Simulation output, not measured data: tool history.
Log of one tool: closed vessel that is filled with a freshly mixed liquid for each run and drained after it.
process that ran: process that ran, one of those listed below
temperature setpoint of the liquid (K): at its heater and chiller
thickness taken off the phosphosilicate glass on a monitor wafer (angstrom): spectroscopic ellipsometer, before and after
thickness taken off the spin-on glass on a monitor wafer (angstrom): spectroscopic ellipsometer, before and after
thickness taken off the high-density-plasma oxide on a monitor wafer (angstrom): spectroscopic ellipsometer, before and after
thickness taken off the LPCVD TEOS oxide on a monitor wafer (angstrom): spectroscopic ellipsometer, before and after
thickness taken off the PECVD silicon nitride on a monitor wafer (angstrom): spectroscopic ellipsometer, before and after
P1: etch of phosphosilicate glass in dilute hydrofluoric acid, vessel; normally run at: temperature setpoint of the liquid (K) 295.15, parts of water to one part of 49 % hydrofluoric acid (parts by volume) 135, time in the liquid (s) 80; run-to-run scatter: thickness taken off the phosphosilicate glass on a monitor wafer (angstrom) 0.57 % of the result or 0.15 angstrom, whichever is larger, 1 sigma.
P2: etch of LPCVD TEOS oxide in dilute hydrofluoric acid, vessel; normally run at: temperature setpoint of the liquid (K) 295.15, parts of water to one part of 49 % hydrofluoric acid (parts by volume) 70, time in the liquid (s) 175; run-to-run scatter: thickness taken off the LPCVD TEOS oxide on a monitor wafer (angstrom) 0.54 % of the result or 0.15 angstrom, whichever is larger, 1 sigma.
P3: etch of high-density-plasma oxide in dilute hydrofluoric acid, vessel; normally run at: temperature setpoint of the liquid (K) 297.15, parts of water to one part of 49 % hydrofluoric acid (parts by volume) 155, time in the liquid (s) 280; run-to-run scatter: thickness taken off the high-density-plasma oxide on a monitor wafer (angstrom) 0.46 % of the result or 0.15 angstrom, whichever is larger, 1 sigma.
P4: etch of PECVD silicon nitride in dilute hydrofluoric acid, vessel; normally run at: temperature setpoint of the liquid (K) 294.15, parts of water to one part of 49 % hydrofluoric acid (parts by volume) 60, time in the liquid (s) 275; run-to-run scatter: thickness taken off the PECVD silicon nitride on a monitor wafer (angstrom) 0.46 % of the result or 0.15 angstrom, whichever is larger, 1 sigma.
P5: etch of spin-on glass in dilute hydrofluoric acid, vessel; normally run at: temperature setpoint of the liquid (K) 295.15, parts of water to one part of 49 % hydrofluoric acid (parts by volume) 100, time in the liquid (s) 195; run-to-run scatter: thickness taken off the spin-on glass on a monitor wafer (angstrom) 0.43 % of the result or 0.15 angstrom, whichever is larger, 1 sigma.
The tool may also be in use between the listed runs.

run	hour	process that ran	temperature setpoint of the liquid (K)	parts of water to one part of 49 % hydrofluoric acid (parts by volume)	time in the liquid (s)	hours since the thermometer was replaced	hours since the hydrofluoric acid flow meter was replaced	thickness taken off the phosphosilicate glass on a monitor wafer (angstrom)	thickness taken off the spin-on glass on a monitor wafer (angstrom)	thickness taken off the high-density-plasma oxide on a monitor wafer (angstrom)	thickness taken off the LPCVD TEOS oxide on a monitor wafer (angstrom)	thickness taken off the PECVD silicon nitride on a monitor wafer (angstrom)
1	4.8	P1	295.15	135	80	1164.3	893.5	534.95				
2	10.9	P5	295.15	100	195	1170.4	899.6		373.68			
3	16.3	P3	304.65	155	280	1175.8	905			137.27		
4	21.6	P2	295.15	70	175	1181.1	910.3				414.57	
5	26.6	P1	295.15	135	80	1186.1	915.3	531.24				
6	34.7	P3	297.15	40	280	1194.2	923.4			462.07		
7	39.8	P5	295.15	140	195	1199.3	928.5		254.05			
8	45.3	P1	301.65	60	80	1204.8	934	1683.6				
9	50.1	P5	290.15	100	195	1209.6	938.8		304.45			
10	55.8	P5	295.15	100	195	1215.3	944.5		372.01			
11	60.8	P4	301.15	60	275	1220.3	949.5					331.19
12	65	P2	295.15	70	310	1224.5	953.7				735.5	
13	69.7	P2	295.15	70	175	1229.2	958.4				411.4	
14	76.1	P1	295.15	135	80	1235.6	964.8	532.37				
15	81.1	P1	295.15	135	80	1240.6	969.8	531.8				
16	87.3	P1	295.15	50	80	1246.8	976	1598.6				
17	91.7	P3	297.15	155	125	1251.2	980.4			45.948		
18	98.4	P1	295.15	180	125	1257.9	987.1	588.33				
19	103.9	P1	290.15	135	80	1263.4	992.6	439.74				
20	108.7	P1	295.15	135	160	1268.2	997.4	1054.6				
21	114.9	P2	301.15	70	175	1274.4	1003.6				522.41	
22	119.2	P5	295.15	100	365	1278.7	1007.9		699.7			
23	127.3	P1	295.15	135	80	1286.8	1016	526.44				
24	134.6	P1	295.15	135	40	1294.1	1023.3	267.31				
25	139.5	P1	300.15	135	80	1299	1028.2	644.32				
26	145.5	P1	295.15	135	80	1305	1034.2	537.26				
27	152.3	P2	295.15	115	175	1311.8	1041				239.25	
28	156.6	P4	294.15	20	275	1316.1	1045.3					599.31
29	160.9	P1	295.15	235	80	1320.4	1049.6	276.29				
30	165.5	P1	295.15	40	30	1325	1054.2	763.54				
31	170.4	P4	294.15	60	275	1329.9	1059.1					207.58
32	175.7	P1	295.15	135	80	1335.2	1064.4	534.94				
33	179.5	P4	294.15	60	500	1339	1068.2					379.85
34	184.4	P3	297.15	155	280	1343.9	1073.1			103.62		
35	188.1	P4	294.15	60	275	1347.6	1076.8					208.11
36	192.6	P1	295.15	135	80	1352.1	1081.3	528.99				
37	196.1	P1	295.15	135	80	1355.6	1084.8	516.65				
38	201.3	P1	295.15	135	80	1360.8	1090	506.73				
39	205.4	P1	295.15	135	80	1364.9	1094.1	497.3				
40	213.2	P1	295.15	135	80	1372.7	1101.9	492.31				
41	217.9	P1	295.15	135	80	1377.4	1106.6	494.01				

Forecast run 42:
42	223.7	P1	295.15	135	80	1383.2	1112.4	?				

thickness taken off the phosphosilicate glass on a monitor wafer (angstrom): 492.81
